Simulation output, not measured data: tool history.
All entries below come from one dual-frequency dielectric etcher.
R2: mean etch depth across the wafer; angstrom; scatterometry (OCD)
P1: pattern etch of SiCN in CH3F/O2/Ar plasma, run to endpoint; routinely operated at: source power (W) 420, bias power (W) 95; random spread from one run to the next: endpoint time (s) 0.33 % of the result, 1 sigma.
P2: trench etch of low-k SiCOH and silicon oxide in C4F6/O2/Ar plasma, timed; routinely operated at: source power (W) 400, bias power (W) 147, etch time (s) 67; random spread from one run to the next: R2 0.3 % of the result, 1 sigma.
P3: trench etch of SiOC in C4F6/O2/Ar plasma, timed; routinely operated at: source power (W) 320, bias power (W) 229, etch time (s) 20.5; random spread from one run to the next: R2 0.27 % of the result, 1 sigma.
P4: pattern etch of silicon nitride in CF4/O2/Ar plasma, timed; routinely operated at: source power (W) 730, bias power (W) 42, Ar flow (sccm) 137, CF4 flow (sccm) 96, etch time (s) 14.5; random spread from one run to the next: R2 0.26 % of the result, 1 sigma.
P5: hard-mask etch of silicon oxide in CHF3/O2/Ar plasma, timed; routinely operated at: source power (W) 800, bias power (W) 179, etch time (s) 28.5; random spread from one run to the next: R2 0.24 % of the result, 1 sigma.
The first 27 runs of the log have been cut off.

run 28 day=17.204 | process_that_ran=P2 source_power_(W)=400 bias_power_(W)=147 etch_time_(s)=67 | R2=1979.4
run 29 day=17.65 | process_that_ran=P4 source_power_(W)=730 bias_power_(W)=42 Ar_flow_(sccm)=173 CF4_flow_(sccm)=96 etch_time_(s)=14.5 | R2=333.25
run 30 day=18.125 | process_that_ran=P5 source_power_(W)=800 bias_power_(W)=179 etch_time_(s)=28.5 | R2=634.71
run 31 day=18.767 | process_that_ran=P1 source_power_(W)=420 bias_power_(W)=95 | endpoint_time_(s)=21.041
run 32 day=19.121 | process_that_ran=P1 source_power_(W)=420 bias_power_(W)=95 | endpoint_time_(s)=21.163
run 33 day=19.55 | process_that_ran=P1 source_power_(W)=420 bias_power_(W)=95 | endpoint_time_(s)=21.185
run 34 day=20.192 | process_that_ran=P1 source_power_(W)=420 bias_power_(W)=95 | endpoint_time_(s)=21.415
run 35 day=20.867 | process_that_ran=P1 source_power_(W)=420 bias_power_(W)=95 | endpoint_time_(s)=21.419

Predict the results of run 36:
-- day=21.379 wet clean of the chamber
run 36 day=21.408 | process_that_ran=P1 source_power_(W)=420 bias_power_(W)=95 | endpoint_time_(s)=?

endpoint time (s): 21.437
